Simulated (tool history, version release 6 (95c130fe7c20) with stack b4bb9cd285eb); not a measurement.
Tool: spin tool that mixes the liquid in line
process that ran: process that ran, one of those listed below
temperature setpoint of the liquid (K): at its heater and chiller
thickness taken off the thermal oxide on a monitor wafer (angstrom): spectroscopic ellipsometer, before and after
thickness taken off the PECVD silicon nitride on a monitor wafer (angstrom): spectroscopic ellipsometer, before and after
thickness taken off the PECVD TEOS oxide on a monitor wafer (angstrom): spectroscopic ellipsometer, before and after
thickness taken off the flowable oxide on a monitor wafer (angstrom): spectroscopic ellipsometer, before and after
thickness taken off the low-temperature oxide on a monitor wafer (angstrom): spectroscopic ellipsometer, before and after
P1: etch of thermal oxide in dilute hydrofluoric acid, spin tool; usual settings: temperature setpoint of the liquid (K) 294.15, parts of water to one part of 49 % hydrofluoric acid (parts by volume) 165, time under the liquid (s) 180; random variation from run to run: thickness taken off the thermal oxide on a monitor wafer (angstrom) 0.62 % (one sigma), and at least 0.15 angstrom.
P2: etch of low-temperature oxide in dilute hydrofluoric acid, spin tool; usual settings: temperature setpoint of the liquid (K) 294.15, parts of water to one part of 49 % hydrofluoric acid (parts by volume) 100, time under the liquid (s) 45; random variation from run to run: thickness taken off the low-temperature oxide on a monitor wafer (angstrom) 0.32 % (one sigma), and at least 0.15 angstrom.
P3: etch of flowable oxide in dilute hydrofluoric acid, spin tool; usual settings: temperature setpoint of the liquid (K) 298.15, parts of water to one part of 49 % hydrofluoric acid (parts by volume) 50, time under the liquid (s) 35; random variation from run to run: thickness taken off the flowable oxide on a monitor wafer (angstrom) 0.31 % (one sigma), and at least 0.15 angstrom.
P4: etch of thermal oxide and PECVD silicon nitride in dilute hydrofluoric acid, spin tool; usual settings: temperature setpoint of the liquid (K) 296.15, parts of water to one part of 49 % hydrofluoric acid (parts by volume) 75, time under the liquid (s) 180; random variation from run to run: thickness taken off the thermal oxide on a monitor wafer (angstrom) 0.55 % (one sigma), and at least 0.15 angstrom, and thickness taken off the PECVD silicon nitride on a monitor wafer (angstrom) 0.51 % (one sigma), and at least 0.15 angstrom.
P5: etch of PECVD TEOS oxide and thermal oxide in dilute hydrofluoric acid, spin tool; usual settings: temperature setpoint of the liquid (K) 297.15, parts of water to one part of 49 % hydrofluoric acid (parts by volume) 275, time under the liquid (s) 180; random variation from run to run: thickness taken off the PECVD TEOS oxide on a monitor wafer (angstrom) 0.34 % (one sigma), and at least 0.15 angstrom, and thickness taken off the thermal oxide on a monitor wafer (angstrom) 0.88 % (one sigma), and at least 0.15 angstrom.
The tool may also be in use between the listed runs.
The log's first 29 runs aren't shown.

run   hour  process that ran  temperature setpoint of the liquid (K)  parts of water to one part of 49 % hydrofluoric acid (parts by volume)  time under the liquid (s)  hours since the thermometer was replaced  hours since the hydrofluoric acid flow meter was replaced  thickness taken off the thermal oxide on a monitor wafer (angstrom)  thickness taken off the PECVD silicon nitride on a monitor wafer (angstrom)  thickness taken off the PECVD TEOS oxide on a monitor wafer (angstrom)  thickness taken off the flowable oxide on a monitor wafer (angstrom)  thickness taken off the low-temperature oxide on a monitor wafer (angstrom)
 30  103.2                P1                                  294.15                                                                     165                        180                                      57.8                                                       45.3                                                               43.564
 31  107.8                P1                                  301.65                                                                     165                        180                                      62.4                                                       49.9                                                                56.64
 32  110.7                P1                                  294.15                                                                     165                        180                                      65.3                                                       52.8                                                               43.831
 33  114.8                P4                                  296.15                                                                      75                         80                                      69.4                                                       56.9                                                               48.392                                                                        20.36
 34  116.9                P1                                  294.15                                                                     165                        180                                      71.5                                                         59                                                               43.355
 35  119.9                P1                                  294.15                                                                     165                        180                                      74.5                                                         62                                                               44.274
 36  122.8                P1                                  294.15                                                                     165                        180                                      77.4                                                       64.9                                                               45.558
 37    125                P1                                  294.15                                                                     165                        180                                      79.6                                                       67.1                                                               45.499
 38  127.3                P1                                  294.15                                                                     165                        180                                      81.9                                                       69.4                                                               46.089
 39  130.4                P1                                  294.15                                                                     165                        180                                        85                                                       72.5                                                               46.053
 40  133.8                P1                                  294.15                                                                     165                        180                                      88.4                                                       75.9                                                               46.209

Forecast run 41:
 41  137.9                P1                                  294.15                                                                     165                        180                                      92.5                                                         80                                                                    ?

Run 41 gave thickness taken off the thermal oxide on a monitor wafer (angstrom) 46.708.

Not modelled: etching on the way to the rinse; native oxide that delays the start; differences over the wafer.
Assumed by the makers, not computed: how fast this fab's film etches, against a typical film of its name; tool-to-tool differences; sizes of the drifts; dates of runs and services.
